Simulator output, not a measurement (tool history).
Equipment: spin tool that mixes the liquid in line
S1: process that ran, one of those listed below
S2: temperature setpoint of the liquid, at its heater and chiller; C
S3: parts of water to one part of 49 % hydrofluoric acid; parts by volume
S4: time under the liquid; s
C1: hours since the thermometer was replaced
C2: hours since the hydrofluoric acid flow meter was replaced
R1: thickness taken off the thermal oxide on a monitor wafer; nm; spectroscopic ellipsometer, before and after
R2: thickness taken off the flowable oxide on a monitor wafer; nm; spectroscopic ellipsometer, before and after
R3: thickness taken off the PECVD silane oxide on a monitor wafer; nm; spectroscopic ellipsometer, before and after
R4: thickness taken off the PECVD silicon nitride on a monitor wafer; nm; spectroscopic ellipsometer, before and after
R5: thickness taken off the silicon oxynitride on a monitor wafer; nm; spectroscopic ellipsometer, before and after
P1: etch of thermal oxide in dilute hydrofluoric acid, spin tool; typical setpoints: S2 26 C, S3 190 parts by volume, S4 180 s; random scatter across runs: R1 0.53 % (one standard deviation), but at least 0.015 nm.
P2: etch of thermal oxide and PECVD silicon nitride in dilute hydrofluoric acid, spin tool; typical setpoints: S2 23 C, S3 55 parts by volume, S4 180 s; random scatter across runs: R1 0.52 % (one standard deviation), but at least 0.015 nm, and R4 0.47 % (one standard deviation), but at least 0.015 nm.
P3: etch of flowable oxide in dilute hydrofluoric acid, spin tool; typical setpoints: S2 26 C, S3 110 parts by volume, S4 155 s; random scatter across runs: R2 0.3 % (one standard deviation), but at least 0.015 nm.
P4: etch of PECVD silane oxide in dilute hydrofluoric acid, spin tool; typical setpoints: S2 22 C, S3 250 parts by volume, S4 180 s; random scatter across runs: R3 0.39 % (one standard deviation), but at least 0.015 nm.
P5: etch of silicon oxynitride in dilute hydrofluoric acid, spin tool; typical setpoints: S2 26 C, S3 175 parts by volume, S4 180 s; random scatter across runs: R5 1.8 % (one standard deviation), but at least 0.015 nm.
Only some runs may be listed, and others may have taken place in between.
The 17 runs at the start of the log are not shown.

run,hour,S1,S2,S3,S4,C1,C2,R1,R2,R3,R4,R5
18,201.1,P1,26,190,180,777.3,54.7,4.4412,,,,
19,214.7,P4,22,250,180,790.9,68.3,,,15.534,,
20,227.4,P1,26,190,180,803.6,81,4.4595,,,,
21,236.7,P5,26,175,180,812.9,90.3,,,,,1.5387
22,250.8,P3,26,110,155,827,104.4,,52.827,,,
23,259.8,P1,26,190,260,836,113.4,6.4571,,,,
24,270.5,P2,17,55,180,846.7,124.1,12.488,,,8.2135,
25,280.1,P1,21,315,180,856.3,133.7,1.9549,,,,
26,291.2,P5,26,175,180,867.4,144.8,,,,,1.4929
27,302,P1,26,345,180,878.2,155.6,2.0908,,,,
28,310.6,P4,22,250,300,886.8,164.2,,,25.719,,
29,326.6,P4,26,250,180,902.8,180.2,,,17.95,,
30,337,P1,26,190,180,913.2,190.6,4.4391,,,,
31,352.3,P3,26,110,155,928.5,205.9,,52.748,,,
32,362.4,P1,26,190,180,938.6,216,4.4141,,,,
33,377.5,P1,26,190,180,953.7,231.1,4.3277,,,,
34,392.8,P1,26,190,180,969,246.4,4.28,,,,
35,403.9,P1,26,190,180,980.1,257.5,4.288,,,,
36,419.7,P1,26,190,180,995.9,273.3,4.1672,,,,
37,432.2,P1,26,190,180,1008.4,285.8,4.1632,,,,

What does the tool deliver on the next run?
38,439.3,P1,26,190,180,1015.5,292.9,?,,,,

R1: 4.1614 nm
